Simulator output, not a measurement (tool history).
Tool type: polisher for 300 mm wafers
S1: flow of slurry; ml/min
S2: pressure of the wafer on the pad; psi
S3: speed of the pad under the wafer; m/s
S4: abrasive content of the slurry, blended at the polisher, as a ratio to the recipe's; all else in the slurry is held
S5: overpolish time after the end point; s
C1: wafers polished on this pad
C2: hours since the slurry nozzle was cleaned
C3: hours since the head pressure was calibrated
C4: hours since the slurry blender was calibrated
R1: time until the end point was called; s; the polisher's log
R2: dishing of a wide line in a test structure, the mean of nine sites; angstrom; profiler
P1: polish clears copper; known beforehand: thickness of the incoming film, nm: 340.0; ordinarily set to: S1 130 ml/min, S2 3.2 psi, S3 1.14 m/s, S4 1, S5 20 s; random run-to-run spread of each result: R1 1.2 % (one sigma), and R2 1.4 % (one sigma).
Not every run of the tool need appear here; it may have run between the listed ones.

Run 1, hour 9.7: S1 130 ml/min, S2 3.2 psi, S3 1.14 m/s, S4 1, S5 20 s; C1 444; C2 315; C3 718.3; C4 197. Result: R1 90.278 s, R2 490.16 angstrom.
Run 2, hour 23.1: S1 80 ml/min, S2 3.2 psi, S3 1.14 m/s, S4 1, S5 20 s; C1 515; C2 328.4; C3 731.7; C4 210.4. Result: R1 100.18 s, R2 439.95 angstrom.
Run 3, hour 35: S1 130 ml/min, S2 3.2 psi, S3 1.14 m/s, S4 1.3, S5 20 s; C1 577; C2 340.3; C3 743.6; C4 222.3. Result: R1 84.942 s, R2 496.9 angstrom.
Run 4, hour 42.4: S1 130 ml/min, S2 1.6 psi, S3 1.14 m/s, S4 1, S5 20 s; C1 616; C2 347.7; C3 751; C4 229.7. Result: R1 177.36 s, R2 260.4 angstrom.
Run 5, hour 56.6: S1 130 ml/min, S2 3.2 psi, S3 1.14 m/s, S4 1, S5 20 s; C1 690; C2 361.9; C3 765.2; C4 243.9. Result: R1 87.441 s, R2 480.97 angstrom.
Run 6, hour 64.3: S1 130 ml/min, S2 3.2 psi, S3 1.14 m/s, S4 0.55, S5 20 s; C1 730; C2 369.6; C3 772.9; C4 251.6. Result: R1 100.6 s, R2 437.99 angstrom.
Run 7, hour 71.9: S1 180 ml/min, S2 3.2 psi, S3 1.14 m/s, S4 1, S5 20 s; C1 770; C2 377.2; C3 780.5; C4 259.2. Result: R1 85.207 s, R2 502.97 angstrom.
Run 8, hour 79.1: S1 130 ml/min, S2 4.6 psi, S3 1.14 m/s, S4 1, S5 20 s; C1 808; C2 384.4; C3 787.7; C4 266.4. Result: R1 62.917 s, R2 659.23 angstrom.
Run 9, hour 86.8: S1 130 ml/min, S2 3.2 psi, S3 1.14 m/s, S4 1, S5 20 s; C1 848; C2 392.1; C3 795.4; C4 274.1. Result: R1 90.413 s, R2 494.42 angstrom.
Run 10, hour 96.2: S1 130 ml/min, S2 3.2 psi, S3 1.14 m/s, S4 1, S5 20 s; C1 897; C2 401.5; C3 804.8; C4 283.5. Result: R1 89.671 s, R2 476.5 angstrom.
Run 11, hour 102.8: S1 130 ml/min, S2 3.2 psi, S3 1.74 m/s, S4 1, S5 20 s; C1 932; C2 408.1; C3 811.4; C4 290.1. Result: R1 59.762 s, R2 649.7 angstrom.
Run 12, hour 111.5: S1 130 ml/min, S2 3.2 psi, S3 1.14 m/s, S4 1, S5 6 s; C1 978; C2 416.8; C3 820.1; C4 298.8. Result: R1 89.751 s, R2 172.63 angstrom.
Run 13, hour 123: S1 130 ml/min, S2 3.2 psi, S3 1.14 m/s, S4 1, S5 34 s; C1 1038; C2 428.3; C3 831.6; C4 310.3. Result: R1 89.413 s, R2 708.03 angstrom.
Run 14, hour 130.8: S1 130 ml/min, S2 3.2 psi, S3 1.14 m/s, S4 1, S5 20 s; C1 1079; C2 436.1; C3 839.4; C4 318.1. Result: R1 88.956 s, R2 473.68 angstrom.
Run 15, hour 144.1: S1 130 ml/min, S2 3.2 psi, S3 0.74 m/s, S4 1, S5 20 s; C1 1148; C2 449.4; C3 852.7; C4 331.4. Result: R1 136.79 s, R2 333.13 angstrom.

Run 16 has not been measured yet. What should we expect?
Run 16, hour 151.1: S1 190 ml/min, S2 4.4 psi, S3 1.14 m/s, S4 1, S5 20 s; C1 1185; C2 456.4; C3 859.7; C4 338.4. Result: R1 ?, R2 ?.

{"run 16": {"R1": 60.892, "R2": 660.59}}

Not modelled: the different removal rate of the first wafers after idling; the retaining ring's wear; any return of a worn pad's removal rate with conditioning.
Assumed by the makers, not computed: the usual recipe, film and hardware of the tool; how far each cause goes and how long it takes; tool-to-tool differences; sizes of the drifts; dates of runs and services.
